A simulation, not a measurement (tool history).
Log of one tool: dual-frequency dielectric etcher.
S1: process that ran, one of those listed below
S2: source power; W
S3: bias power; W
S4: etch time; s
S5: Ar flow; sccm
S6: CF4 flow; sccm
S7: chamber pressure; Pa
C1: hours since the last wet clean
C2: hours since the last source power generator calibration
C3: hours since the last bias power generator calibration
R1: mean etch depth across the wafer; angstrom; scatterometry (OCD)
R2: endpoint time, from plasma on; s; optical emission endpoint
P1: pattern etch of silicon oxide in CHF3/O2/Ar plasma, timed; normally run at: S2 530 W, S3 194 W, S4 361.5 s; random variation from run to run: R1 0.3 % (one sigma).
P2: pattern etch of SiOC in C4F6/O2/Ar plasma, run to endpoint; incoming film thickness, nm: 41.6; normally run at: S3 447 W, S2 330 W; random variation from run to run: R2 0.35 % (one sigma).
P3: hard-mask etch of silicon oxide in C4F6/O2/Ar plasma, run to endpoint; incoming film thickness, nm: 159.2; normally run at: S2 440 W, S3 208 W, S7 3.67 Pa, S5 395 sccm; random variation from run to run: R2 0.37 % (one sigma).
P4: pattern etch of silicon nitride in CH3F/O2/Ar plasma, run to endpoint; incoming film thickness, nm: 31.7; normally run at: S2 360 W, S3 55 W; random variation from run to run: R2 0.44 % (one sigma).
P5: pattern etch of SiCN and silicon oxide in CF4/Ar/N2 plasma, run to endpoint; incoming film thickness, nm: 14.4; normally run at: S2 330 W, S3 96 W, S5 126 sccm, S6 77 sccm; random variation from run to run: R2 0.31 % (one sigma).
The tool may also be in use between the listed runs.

{"run": 1, "day": 0.533, "S1": "P1", "S2": 530, "S3": 194, "S4": 361.5, "C1": 458.3, "C2": 585.7, "C3": 1382.5, "R1": 7124.8}
{"run": 2, "day": 1.042, "S1": "P1", "S2": 530, "S3": 194, "S4": 511, "C1": 470.5, "C2": 597.9, "C3": 1394.7, "R1": 10111}
{"run": 3, "day": 1.429, "S1": "P1", "S2": 380, "S3": 194, "S4": 361.5, "C1": 479.8, "C2": 607.2, "C3": 1404, "R1": 6292.8}
{"run": 4, "day": 1.858, "S1": "P4", "S2": 360, "S3": 55, "C1": 490.1, "C2": 617.5, "C3": 1414.3, "R2": 53.326}
{"run": 5, "day": 2.329, "S1": "P2", "S2": 330, "S3": 447, "C1": 501.4, "C2": 628.8, "C3": 1425.6, "R2": 15.57}
{"run": 6, "day": 2.929, "S1": "P2", "S2": 400, "S3": 447, "C1": 515.8, "C2": 643.2, "C3": 1440, "R2": 14.512}
{"run": 7, "day": 3.212, "S1": "P1", "S2": 530, "S3": 158, "S4": 361.5, "C1": 522.6, "C2": 650, "C3": 1446.8, "R1": 6699.9}
{"run": 8, "day": 3.662, "S1": "P1", "S2": 340, "S3": 194, "S4": 484, "C1": 533.4, "C2": 660.8, "C3": 1457.6, "R1": 8107.3}
{"run": 9, "day": 4.175, "S1": "P1", "S2": 700, "S3": 194, "S4": 361.5, "C1": 545.7, "C2": 673.1, "C3": 1469.9, "R1": 7942.7}
{"run": 10, "day": 4.671, "S1": "P1", "S2": 530, "S3": 194, "S4": 361.5, "C1": 557.6, "C2": 685, "C3": 1481.8, "R1": 7148.9}
{"run": 11, "day": 4.988, "S1": "P4", "S2": 360, "S3": 55, "C1": 565.2, "C2": 692.6, "C3": 1489.4, "R2": 53.097}
{"run": 12, "day": 5.283, "S1": "P4", "S2": 490, "S3": 55, "C1": 572.3, "C2": 699.7, "C3": 1496.5, "R2": 46.717}
{"run": 13, "day": 5.562, "S1": "P5", "S2": 330, "S3": 96, "S5": 126, "S6": 99, "C1": 579, "C2": 706.4, "C3": 1503.2, "R2": 19.178}
{"run": 14, "day": 6.088, "S1": "P3", "S2": 440, "S3": 208, "S5": 395, "S7": 4.53, "C1": 591.6, "C2": 719, "C3": 1515.8, "R2": 47.212}
{"run": 15, "day": 6.471, "S1": "P5", "S2": 330, "S3": 96, "S5": 163, "S6": 77, "C1": 600.8, "C2": 728.2, "C3": 1525, "R2": 20.573}
{"run": 16, "day": 7.017, "S1": "P5", "S2": 330, "S3": 56, "S5": 126, "S6": 77, "C1": 613.9, "C2": 741.3, "C3": 1538.1, "R2": 24.005}
{"run": 17, "day": 7.538, "S1": "P5", "S2": 330, "S3": 96, "S5": 126, "S6": 77, "C1": 626.4, "C2": 753.8, "C3": 1550.6, "R2": 19.885}
{"run": 18, "day": 7.896, "S1": "P1", "S2": 530, "S3": 194, "S4": 361.5, "C1": 635, "C2": 762.4, "C3": 1559.2, "R1": 7106.8}
{"run": 19, "day": 8.225, "S1": "P1", "S2": 530, "S3": 194, "S4": 361.5, "C1": 642.9, "C2": 770.3, "C3": 1567.1, "R1": 7146.8}
{"run": 20, "day": 8.775, "S1": "P3", "S2": 550, "S3": 208, "S5": 395, "S7": 3.67, "C1": 656.1, "C2": 783.5, "C3": 1580.3, "R2": 42.361}
{"run": 21, "day": 9.108, "S1": "P1", "S2": 530, "S3": 235, "S4": 361.5, "C1": 664.1, "C2": 791.5, "C3": 1588.3, "R1": 7648.3}
{"run": 22, "day": 9.383, "S1": "P1", "S2": 530, "S3": 194, "S4": 361.5, "C1": 670.7, "C2": 798.1, "C3": 1594.9, "R1": 7108.6}
{"run": 23, "day": 9.754, "S1": "P1", "S2": 530, "S3": 194, "S4": 361.5, "C1": 679.6, "C2": 807, "C3": 1603.8, "R1": 7160.5}
{"run": 24, "day": 10.033, "S1": "P3", "S2": 440, "S3": 276, "S5": 395, "S7": 3.67, "C1": 686.3, "C2": 813.7, "C3": 1610.5, "R2": 42.201}
{"run": 25, "day": 10.358, "S1": "P5", "S2": 420, "S3": 96, "S5": 126, "S6": 77, "C1": 694.1, "C2": 821.5, "C3": 1618.3, "R2": 16.087}
{"run": 26, "day": 10.888, "S1": "P3", "S2": 440, "S3": 208, "S5": 242, "S7": 3.67, "C1": 706.8, "C2": 834.2, "C3": 1631, "R2": 43.77}
{"run": 27, "day": 11.362, "S1": "P4", "S2": 360, "S3": 77, "C1": 718.2, "C2": 845.6, "C3": 1642.4, "R2": 47.738}
{"run": 28, "day": 11.846, "S1": "P2", "S2": 330, "S3": 621, "C1": 729.8, "C2": 857.2, "C3": 1654, "R2": 13.673}
{"run": 29, "day": 12.229, "S1": "P2", "S2": 330, "S3": 447, "C1": 739, "C2": 866.4, "C3": 1663.2, "R2": 15.592}
{"run": 30, "day": 12.679, "S1": "P3", "S2": 440, "S3": 208, "S5": 395, "S7": 3.67, "C1": 749.8, "C2": 877.2, "C3": 1674, "R2": 45.863}
{"run": 31, "day": 13.246, "S1": "P1", "S2": 530, "S3": 194, "S4": 215.5, "C1": 763.4, "C2": 890.8, "C3": 1687.6, "R1": 4261.3}
{"run": 32, "day": 13.746, "S1": "P1", "S2": 530, "S3": 194, "S4": 361.5, "C1": 775.4, "C2": 902.8, "C3": 1699.6, "R1": 7133.1}
{"run": 33, "day": 14.179, "S1": "P1", "S2": 530, "S3": 194, "S4": 361.5, "C1": 785.8, "C2": 913.2, "C3": 1710, "R1": 7188.8}
{"run": 34, "day": 14.658, "S1": "P1", "S2": 530, "S3": 194, "S4": 361.5, "C1": 797.3, "C2": 924.7, "C3": 1721.5, "R1": 7213.3}
{"day": 15.175, "done": "wet clean of the chamber"}
{"run": 35, "day": 15.188, "S1": "P1", "S2": 530, "S3": 194, "S4": 361.5, "C1": 0.3, "C2": 937.4, "C3": 1734.2, "R1": 7191.8}
{"run": 36, "day": 15.688, "S1": "P1", "S2": 530, "S3": 194, "S4": 361.5, "C1": 12.3, "C2": 949.4, "C3": 1746.2, "R1": 7256}
{"run": 37, "day": 16.15, "S1": "P1", "S2": 530, "S3": 194, "S4": 361.5, "C1": 23.4, "C2": 960.5, "C3": 1757.3, "R1": 7271.5}
{"run": 38, "day": 16.533, "S1": "P1", "S2": 530, "S3": 194, "S4": 361.5, "C1": 32.6, "C2": 969.7, "C3": 1766.5, "R1": 7245.6}

What P1 gives has crept away from where it was. These 2 causes fit the log equally well, each at the size given:
A: source power that arrives over what is set, % = 3.99
B: bias power that arrives over what is set, % = 4.39
The creep began at about day 13.746.
Why every other cause is out:
chamber walls in a state that raises the etch rate, %: serviced at day 15.175, which brought nothing back

4 check runs are offered, each on 2 wafers whose results are averaged, their results left as question marks. Which one tells the causes apart?
{"run": "check 1", "day": 16.917, "S1": "P4", "S2": 420, "S3": 75, "R2": "?"}
{"run": "check 2", "day": 16.917, "S1": "P2", "S2": 330, "S3": 595, "R2": "?"}
{"run": "check 3", "day": 16.917, "S1": "P3", "S2": 440, "S3": 267, "S5": 395, "S7": 3.67, "R2": "?"}
{"run": "check 4", "day": 16.917, "S1": "P5", "S2": 410, "S3": 58, "S5": 126, "S6": 77, "R2": "?"}

What each check would give under each cause:
check=check_1 result=R2 if_A=44.423 if_B=44.421
check=check_2 result=R2 if_A=13.731 if_B=13.699
check=check_3 result=R2 if_A=41.901 if_B=41.913
check=check_4 result=R2 if_A=18.911 if_B=19.3
How far apart the two closest causes lie, in the result that separates them most: check 1 0 %; check 2 0.23 %; check 3 0.03 %; check 4 2.03 %
Only check 4 tells the causes apart: in the others they would give nearly the same result.

Check 4 was then run and gave: R2 19.298 s. Which cause is it?

It is B: bias power that arrives over what is set, %.
